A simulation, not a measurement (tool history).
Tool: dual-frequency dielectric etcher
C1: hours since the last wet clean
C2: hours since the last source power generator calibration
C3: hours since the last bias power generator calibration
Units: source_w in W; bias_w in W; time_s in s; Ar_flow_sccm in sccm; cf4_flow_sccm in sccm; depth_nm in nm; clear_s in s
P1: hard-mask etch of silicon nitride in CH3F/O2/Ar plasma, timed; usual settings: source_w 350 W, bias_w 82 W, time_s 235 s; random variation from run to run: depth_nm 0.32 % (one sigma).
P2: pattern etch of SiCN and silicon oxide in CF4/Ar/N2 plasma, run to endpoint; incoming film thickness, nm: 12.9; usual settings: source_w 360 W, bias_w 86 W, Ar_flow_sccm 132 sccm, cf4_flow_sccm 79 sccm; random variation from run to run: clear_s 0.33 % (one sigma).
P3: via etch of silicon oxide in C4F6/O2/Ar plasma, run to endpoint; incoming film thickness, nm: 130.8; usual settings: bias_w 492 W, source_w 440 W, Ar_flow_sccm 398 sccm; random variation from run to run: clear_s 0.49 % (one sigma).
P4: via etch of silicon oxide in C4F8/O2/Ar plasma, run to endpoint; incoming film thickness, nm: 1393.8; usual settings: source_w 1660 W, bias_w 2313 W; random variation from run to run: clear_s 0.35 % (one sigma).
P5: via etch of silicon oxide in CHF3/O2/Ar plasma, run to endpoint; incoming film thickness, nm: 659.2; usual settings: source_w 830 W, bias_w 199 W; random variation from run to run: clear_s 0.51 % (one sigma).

run 1 hour=9.4 | process=P1 source_w=350 bias_w=82 time_s=235 | C1=218.4 C2=1475.5 C3=3710.6 | depth_nm=157.180
run 2 hour=20.6 | process=P3 source_w=440 bias_w=492 Ar_flow_sccm=398 | C1=229.6 C2=1486.7 C3=3721.8 | clear_s=29.335
run 3 hour=31.1 | process=P4 source_w=1660 bias_w=2313 | C1=240.1 C2=1497.2 C3=3732.3 | clear_s=285.030
run 4 hour=36.2 | process=P3 source_w=440 bias_w=492 Ar_flow_sccm=278 | C1=245.2 C2=1502.3 C3=3737.4 | clear_s=28.143
run 5 hour=44.9 | process=P1 source_w=350 bias_w=82 time_s=342 | C1=253.9 C2=1511.0 C3=3746.1 | depth_nm=229.580
run 6 hour=53.5 | process=P1 source_w=350 bias_w=54 time_s=235 | C1=262.5 C2=1519.6 C3=3754.7 | depth_nm=136.640
run 7 hour=60.5 | process=P4 source_w=1660 bias_w=2313 | C1=269.5 C2=1526.6 C3=3761.7 | clear_s=284.320
run 8 hour=65.5 | process=P1 source_w=350 bias_w=82 time_s=129 | C1=274.5 C2=1531.6 C3=3766.7 | depth_nm=86.493
run 9 hour=73.0 | process=P4 source_w=1220 bias_w=2313 | C1=282.0 C2=1539.1 C3=3774.2 | clear_s=318.260
run 10 hour=79.6 | process=P2 source_w=360 bias_w=115 Ar_flow_sccm=132 cf4_flow_sccm=79 | C1=288.6 C2=1545.7 C3=3780.8 | clear_s=15.518
run 11 hour=87.1 | process=P5 source_w=830 bias_w=199 | C1=296.1 C2=1553.2 C3=3788.3 | clear_s=283.710
run 12 hour=98.5 | process=P1 source_w=350 bias_w=82 time_s=235 | C1=307.5 C2=1564.6 C3=3799.7 | depth_nm=158.180
run 13 hour=106.6 | process=P4 source_w=1660 bias_w=3249 | C1=315.6 C2=1572.7 C3=3807.8 | clear_s=256.320
-- hour=109.6 wet clean of the chamber
run 14 hour=112.2 | process=P1 source_w=350 bias_w=115 time_s=235 | C1=2.7 C2=1578.3 C3=3813.4 | depth_nm=179.140
run 15 hour=121.1 | process=P1 source_w=350 bias_w=103 time_s=129 | C1=11.6 C2=1587.2 C3=3822.3 | depth_nm=94.225
run 16 hour=126.1 | process=P5 source_w=500 bias_w=199 | C1=16.6 C2=1592.2 C3=3827.3 | clear_s=344.120
run 17 hour=133.8 | process=P5 source_w=830 bias_w=279 | C1=24.3 C2=1599.9 C3=3835.0 | clear_s=255.100
run 18 hour=142.1 | process=P1 source_w=270 bias_w=82 time_s=235 | C1=32.6 C2=1608.2 C3=3843.3 | depth_nm=142.800
run 19 hour=153.2 | process=P5 source_w=830 bias_w=199 | C1=43.7 C2=1619.3 C3=3854.4 | clear_s=288.130
run 20 hour=162.8 | process=P2 source_w=360 bias_w=86 Ar_flow_sccm=132 cf4_flow_sccm=112 | C1=53.3 C2=1628.9 C3=3864.0 | clear_s=16.458
run 21 hour=170.9 | process=P2 source_w=360 bias_w=86 Ar_flow_sccm=161 cf4_flow_sccm=79 | C1=61.4 C2=1637.0 C3=3872.1 | clear_s=17.705
run 22 hour=178.1 | process=P1 source_w=350 bias_w=82 time_s=235 | C1=68.6 C2=1644.2 C3=3879.3 | depth_nm=157.390
run 23 hour=188.0 | process=P1 source_w=490 bias_w=82 time_s=235 | C1=78.5 C2=1654.1 C3=3889.2 | depth_nm=178.610
run 24 hour=199.5 | process=P3 source_w=440 bias_w=296 Ar_flow_sccm=398 | C1=90.0 C2=1665.6 C3=3900.7 | clear_s=35.104
run 25 hour=204.9 | process=P2 source_w=360 bias_w=86 Ar_flow_sccm=132 cf4_flow_sccm=79 | C1=95.4 C2=1671.0 C3=3906.1 | clear_s=17.223
run 26 hour=216.1 | process=P1 source_w=350 bias_w=82 time_s=235 | C1=106.6 C2=1682.2 C3=3917.3 | depth_nm=158.130
run 27 hour=222.0 | process=P2 source_w=430 bias_w=86 Ar_flow_sccm=132 cf4_flow_sccm=79 | C1=112.5 C2=1688.1 C3=3923.2 | clear_s=14.782
run 28 hour=229.3 | process=P1 source_w=350 bias_w=82 time_s=235 | C1=119.8 C2=1695.4 C3=3930.5 | depth_nm=158.530
run 29 hour=240.1 | process=P3 source_w=610 bias_w=492 Ar_flow_sccm=398 | C1=130.6 C2=1706.2 C3=3941.3 | clear_s=25.580
run 30 hour=250.0 | process=P1 source_w=430 bias_w=82 time_s=340 | C1=140.5 C2=1716.1 C3=3951.2 | depth_nm=245.030
run 31 hour=257.0 | process=P1 source_w=350 bias_w=82 time_s=235 | C1=147.5 C2=1723.1 C3=3958.2 | depth_nm=158.470
run 32 hour=265.1 | process=P1 source_w=350 bias_w=82 time_s=235 | C1=155.6 C2=1731.2 C3=3966.3 | depth_nm=156.050
run 33 hour=270.2 | process=P1 source_w=350 bias_w=82 time_s=235 | C1=160.7 C2=1736.3 C3=3971.4 | depth_nm=155.450
-- hour=276.4 wet clean of the chamber
run 34 hour=278.7 | process=P1 source_w=350 bias_w=82 time_s=235 | C1=2.4 C2=1744.8 C3=3979.9 | depth_nm=156.710
run 35 hour=287.8 | process=P1 source_w=350 bias_w=82 time_s=235 | C1=11.5 C2=1753.9 C3=3989.0 | depth_nm=155.640
run 36 hour=298.1 | process=P1 source_w=350 bias_w=82 time_s=235 | C1=21.8 C2=1764.2 C3=3999.3 | depth_nm=155.860
run 37 hour=303.6 | process=P1 source_w=350 bias_w=82 time_s=235 | C1=27.3 C2=1769.7 C3=4004.8 | depth_nm=155.490

What P1 gives has crept away from where it was. These 2 causes fit the log equally well, each at the size given:
A: bias power that arrives under what is set, % = 4.34
B: source power that arrives under what is set, % = 4.12
The creep began at about hour 257.0.
Why every other cause is out:
chamber walls in a state that lowers the etch rate, %: serviced at hour 276.4, which brought nothing back

4 check runs are offered, each on 2 wafers whose results are averaged, their results left as question marks. Which one tells the causes apart?
run check 1 hour=309.1 | process=P2 source_w=360 bias_w=86 Ar_flow_sccm=132 cf4_flow_sccm=108 | clear_s=?
run check 2 hour=309.1 | process=P4 source_w=1660 bias_w=3006 | clear_s=?
run check 3 hour=309.1 | process=P5 source_w=660 bias_w=199 | clear_s=?
run check 4 hour=309.1 | process=P3 source_w=600 bias_w=391 Ar_flow_sccm=398 | clear_s=?

What each check would give under each cause:
check=check_1 result=clear_s if_A=16.773 if_B=17.139
check=check_2 result=clear_s if_A=265.430 if_B=266.080
check=check_3 result=clear_s if_A=316.760 if_B=317.060
check=check_4 result=clear_s if_A=28.651 if_B=28.658
How far apart the two closest causes lie, in the result that separates them most: check 1 2.16 %; check 2 0.24 %; check 3 0.1 %; check 4 0.02 %
Check 1 tells the causes apart: in the others they would give nearly the same result.

Check 1 was then run and gave: clear_s 17.129 s. Which cause is it?

It is B: source power that arrives under what is set, %.
